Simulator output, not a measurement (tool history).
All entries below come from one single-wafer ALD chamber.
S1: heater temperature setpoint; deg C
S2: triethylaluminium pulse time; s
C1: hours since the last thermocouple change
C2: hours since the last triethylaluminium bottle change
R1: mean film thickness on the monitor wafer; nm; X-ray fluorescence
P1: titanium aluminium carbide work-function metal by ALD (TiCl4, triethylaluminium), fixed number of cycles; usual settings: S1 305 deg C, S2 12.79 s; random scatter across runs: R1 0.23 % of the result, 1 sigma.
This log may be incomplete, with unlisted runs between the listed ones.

run,hour,S1,S2,C1,C2,R1
1,15.1,305,12.79,1526.4,184.8,2.1226
2,24.5,305,12.79,1535.8,194.2,2.1312
3,32.4,305,21.04,1543.7,202.1,2.1518
4,41.0,305,12.79,1552.3,210.7,2.1335
5,56.5,320,12.79,1567.8,226.2,2.2643
6,68.2,305,12.79,1579.5,237.9,2.1212
7,78.0,305,12.79,1589.3,247.7,2.1248
8,87.0,305,5.65,1598.3,256.7,1.8493
9,100.0,305,12.79,1611.3,269.7,2.1272
10,108.2,291,12.79,1619.5,277.9,1.9965
11,120.1,305,12.79,1631.4,289.8,2.1242
12,133.8,285,6.39,1645.1,303.5,1.7528
13,147.4,282,9.11,1658.7,317.1,1.8627
14,158.2,305,12.79,1669.5,327.9,2.1224
15,167.6,305,12.79,1678.9,337.3,2.1130
16,179.6,305,12.79,1690.9,349.3,2.1073
17,188.7,305,12.79,1700.0,358.4,2.0967
18,204.5,305,12.79,1715.8,374.2,2.0843
19,219.3,305,12.79,1730.6,389.0,2.0855
20,232.0,305,12.79,1743.3,401.7,2.0847
21,246.2,305,12.79,1757.5,415.9,2.0854

Estimate the outcome of run 22 from the log above:
22,258.9,305,12.79,1770.2,428.6,?

R1: 2.0742 nm

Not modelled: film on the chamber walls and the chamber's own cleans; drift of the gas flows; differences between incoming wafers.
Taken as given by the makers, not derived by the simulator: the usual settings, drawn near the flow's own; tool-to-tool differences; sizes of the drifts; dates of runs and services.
